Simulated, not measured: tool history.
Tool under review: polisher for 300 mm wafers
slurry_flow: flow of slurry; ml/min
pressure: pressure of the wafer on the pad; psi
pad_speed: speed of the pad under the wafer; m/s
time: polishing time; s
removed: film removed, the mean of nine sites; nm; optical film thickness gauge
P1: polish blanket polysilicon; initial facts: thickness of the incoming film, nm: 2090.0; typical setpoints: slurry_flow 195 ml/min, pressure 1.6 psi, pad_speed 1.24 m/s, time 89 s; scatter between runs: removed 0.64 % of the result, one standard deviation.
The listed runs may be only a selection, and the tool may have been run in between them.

run   hour  slurry_flow  pressure  pad_speed  time  wafers polished on this pad  hours since the slurry nozzle was cleaned  hours since the head pressure was calibrated  removed
  1      4          195       1.6       1.24    89                          161                                      645.6                                         172.1   412.21
  2      7          195       0.7       1.24    89                          185                                      648.6                                         175.1   178.47
  3   12.4          195       1.6       1.24   140                          229                                        654                                         180.5    651.2
  4   15.8          195       1.6       1.24    89                          257                                      657.4                                         183.9   411.48
  5   20.4          195       1.6       1.24    89                          295                                        662                                         188.5   409.23
  6   26.4          195       1.6       1.58    89                          344                                        668                                         194.5   528.38
  7   30.8          195       1.6       1.24    89                          380                                      672.4                                         198.9   415.13
  8   36.6          130       1.6       1.24    89                          428                                      678.2                                         204.7   384.58
  9     43          195       1.6        0.9    43                          480                                      684.6                                         211.1   145.57
 10   49.2          290       1.6       1.24    89                          531                                      690.8                                         217.3   429.14
        51  -- slurry nozzle cleaned
 11   53.5          195       1.6       0.56    89                          566                                        2.5                                         221.6   186.59
 12     59          135       1.1       1.24    89                          611                                          8                                         227.1   265.94
 13   65.1          195       1.6       1.24    40                          661                                       14.1                                         233.2   186.41
 14   68.5          255       1.1       1.24    89                          689                                       17.5                                         236.6   293.81
 15   75.2          195       2.5       1.24    89                          744                                       24.2                                         243.3   645.69
 16   81.9          195       1.6       1.24    89                          799                                       30.9                                           250   408.86
 17   86.6          195       1.6       1.24    89                          837                                       35.6                                         254.7   410.07
 18   92.9          195       1.6       1.24    89                          889                                       41.9                                           261   414.66
 19   97.9          195       1.6       1.24    89                          930                                       46.9                                           266   408.48
 20  101.7          195       1.6       1.24    89                          961                                       50.7                                         269.8   405.21
 21  108.2          195       1.6       1.24    89                         1014                                       57.2                                         276.3   401.89
 22  113.4          195       1.6       1.24    89                         1057                                       62.4                                         281.5   393.26
 23  118.9          195       1.6       1.24    89                         1102                                       67.9                                           287   391.93
 24  125.6          195       1.6       1.24    89                         1156                                       74.6                                         293.7   387.63
 25  129.2          195       1.6       1.24    89                         1186                                       78.2                                         297.3   388.91
     132.2  -- head pressure recalibrated
 26  134.8          195       1.6       1.24    89                         1232                                       83.8                                           2.7   386.55
 27  141.1          195       1.6       1.24    89                         1283                                       90.1                                             9   384.27
 28  147.5          195       1.6       1.24    89                         1336                                       96.5                                          15.4   387.05

P1 has crept away from where it was. The log is fitted equally well by each of these 2 causes, at the sizes shown:
A: slurry flow missing at the pad, % = 33.6
B: removal rate lost through wear of the pad, % = 6.56
The gradual shift began around hour 97.9.
What rules out each remaining cause:
head's pressure below its setpoint, %: was serviced at hour 132.2, once the creep was under way, yet the earlier output never came back

You are offered 4 check runs, listed below with question marks in place of their results; each one averages 3 wafers. Which run separates the listed causes by giving clearly different results for each?
check 1  153.9          195       0.7       1.24   122                                                                                                                              ?
check 2  153.9          135       2.3       1.24    89                                                                                                                              ?
check 3  153.9          195         2       1.24    89                                                                                                                              ?
check 4  153.9          195       1.2       0.98    89                                                                                                                              ?

What each check would give under each cause:
  check   result    if A    if B
check 1  removed  231.07  231.04
check 2  removed  508.01  521.76
check 3  removed  481.62  481.57
check 4  removed  228.38  228.36
Separation of the two closest causes in each check, using whichever result separates them best: check 1 0.01 %; check 2 2.67 %; check 3 0.01 %; check 4 0.01 %
Only check 2 tells the causes apart: in the others they would give nearly the same result.

Here is what check 2 returned: removed 508.3 nm. Which cause is it?

It is A: slurry flow missing at the pad, %.
